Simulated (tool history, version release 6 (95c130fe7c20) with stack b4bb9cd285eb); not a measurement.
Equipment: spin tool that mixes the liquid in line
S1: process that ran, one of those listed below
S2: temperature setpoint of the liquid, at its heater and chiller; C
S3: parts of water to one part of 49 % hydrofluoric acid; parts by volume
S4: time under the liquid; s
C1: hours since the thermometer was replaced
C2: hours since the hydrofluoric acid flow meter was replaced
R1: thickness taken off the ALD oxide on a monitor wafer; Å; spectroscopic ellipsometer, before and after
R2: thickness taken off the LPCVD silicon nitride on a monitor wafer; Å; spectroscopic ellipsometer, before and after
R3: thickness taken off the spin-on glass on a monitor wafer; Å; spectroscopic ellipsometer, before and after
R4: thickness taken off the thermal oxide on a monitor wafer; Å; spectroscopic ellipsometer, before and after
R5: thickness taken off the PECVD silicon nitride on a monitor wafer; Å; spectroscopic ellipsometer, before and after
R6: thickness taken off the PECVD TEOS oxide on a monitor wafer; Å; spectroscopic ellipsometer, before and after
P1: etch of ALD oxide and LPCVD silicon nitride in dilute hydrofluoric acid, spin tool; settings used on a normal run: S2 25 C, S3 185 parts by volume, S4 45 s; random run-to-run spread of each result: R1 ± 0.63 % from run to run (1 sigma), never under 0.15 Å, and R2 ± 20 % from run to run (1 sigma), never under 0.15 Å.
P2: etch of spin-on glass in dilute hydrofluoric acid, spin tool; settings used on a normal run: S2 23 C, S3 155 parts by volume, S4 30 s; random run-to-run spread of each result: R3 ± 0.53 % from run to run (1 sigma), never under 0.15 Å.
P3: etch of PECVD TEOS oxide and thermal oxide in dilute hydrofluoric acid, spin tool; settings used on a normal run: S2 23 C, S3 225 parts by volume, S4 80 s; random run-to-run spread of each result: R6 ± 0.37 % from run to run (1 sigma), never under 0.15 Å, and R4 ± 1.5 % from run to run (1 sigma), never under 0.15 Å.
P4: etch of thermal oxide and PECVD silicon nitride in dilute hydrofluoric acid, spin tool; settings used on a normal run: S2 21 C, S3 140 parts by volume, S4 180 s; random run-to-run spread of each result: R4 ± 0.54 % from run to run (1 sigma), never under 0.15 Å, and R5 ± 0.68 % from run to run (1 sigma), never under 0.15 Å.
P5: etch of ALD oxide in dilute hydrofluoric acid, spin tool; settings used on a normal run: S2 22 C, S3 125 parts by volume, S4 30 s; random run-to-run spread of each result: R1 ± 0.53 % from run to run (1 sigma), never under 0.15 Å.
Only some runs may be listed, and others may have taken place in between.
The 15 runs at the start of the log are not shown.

Run 16, hour 203.2: S1 P4, S2 21 C, S3 140 parts by volume, S4 360 s; C1 1535.1; C2 813.4. Result: R4 100.91 Å, R5 66.26 Å.
Run 17, hour 217.1: S1 P1, S2 25 C, S3 185 parts by volume, S4 15 s; C1 1549; C2 827.3. Result: R1 15.747 Å, R2 0.56439 Å.
Run 18, hour 234.6: S1 P3, S2 23 C, S3 310 parts by volume, S4 80 s; C1 1566.5; C2 844.8. Result: R4 9.0853 Å, R6 56.491 Å.
Run 19, hour 250.5: S1 P1, S2 25 C, S3 185 parts by volume, S4 45 s; C1 1582.4; C2 860.7. Result: R1 46.81 Å, R2 1.5759 Å.
Run 20, hour 263.1: S1 P1, S2 29 C, S3 300 parts by volume, S4 45 s; C1 1595; C2 873.3. Result: R1 29.14 Å, R2 0.94567 Å.
Run 21, hour 272.4: S1 P3, S2 23 C, S3 225 parts by volume, S4 80 s; C1 1604.3; C2 882.6. Result: R4 13.826 Å, R6 84.473 Å.
Run 22, hour 286: S1 P5, S2 22 C, S3 225 parts by volume, S4 30 s; C1 1617.9; C2 896.2. Result: R1 24.907 Å.
Run 23, hour 294.9: S1 P1, S2 18 C, S3 185 parts by volume, S4 15 s; C1 1626.8; C2 905.1. Result: R1 12.014 Å, R2 0.5391 Å.
Run 24, hour 303.4: S1 P4, S2 28.5 C, S3 140 parts by volume, S4 180 s; C1 1635.3; C2 913.6. Result: R4 67.712 Å, R5 53.64 Å.
Run 25, hour 319.7: S1 P2, S2 23 C, S3 155 parts by volume, S4 55 s; C1 1651.6; C2 929.9. Result: R3 104.99 Å.
Run 26, hour 336: S1 P2, S2 17 C, S3 155 parts by volume, S4 30 s; C1 1667.9; C2 946.2. Result: R3 44.911 Å.
Run 27, hour 344.7: S1 P1, S2 21 C, S3 185 parts by volume, S4 45 s; C1 1676.6; C2 954.9. Result: R1 40.358 Å, R2 1.4236 Å.
Run 28, hour 355.2: S1 P1, S2 25 C, S3 185 parts by volume, S4 45 s; C1 1687.1; C2 965.4. Result: R1 47.437 Å, R2 1.2636 Å.
Run 29, hour 364.8: S1 P1, S2 25 C, S3 185 parts by volume, S4 45 s; C1 1696.7; C2 975. Result: R1 47.011 Å, R2 1.0969 Å.
Run 30, hour 375.9: S1 P1, S2 25 C, S3 185 parts by volume, S4 45 s; C1 1707.8; C2 986.1. Result: R1 45.917 Å, R2 1.1879 Å.
Run 31, hour 386.2: S1 P1, S2 25 C, S3 320 parts by volume, S4 45 s; C1 1718.1; C2 996.4. Result: R1 23.362 Å, R2 0.68604 Å.
Run 32, hour 403: S1 P1, S2 25 C, S3 185 parts by volume, S4 45 s; C1 1734.9; C2 1013.2. Result: R1 47.023 Å, R2 1.3836 Å.
Run 33, hour 416.2: S1 P1, S2 25 C, S3 185 parts by volume, S4 45 s; C1 1748.1; C2 1026.4. Result: R1 48.007 Å, R2 0.98406 Å.

Run 34 has not been measured yet. What should we expect?
Run 34, hour 426.4: S1 P1, S2 25 C, S3 185 parts by volume, S4 45 s; C1 1758.3; C2 1036.6. Result: R1 ?, R2 ?.

Run 34 produced R1 48.148 Å, R2 1.4167 Å.

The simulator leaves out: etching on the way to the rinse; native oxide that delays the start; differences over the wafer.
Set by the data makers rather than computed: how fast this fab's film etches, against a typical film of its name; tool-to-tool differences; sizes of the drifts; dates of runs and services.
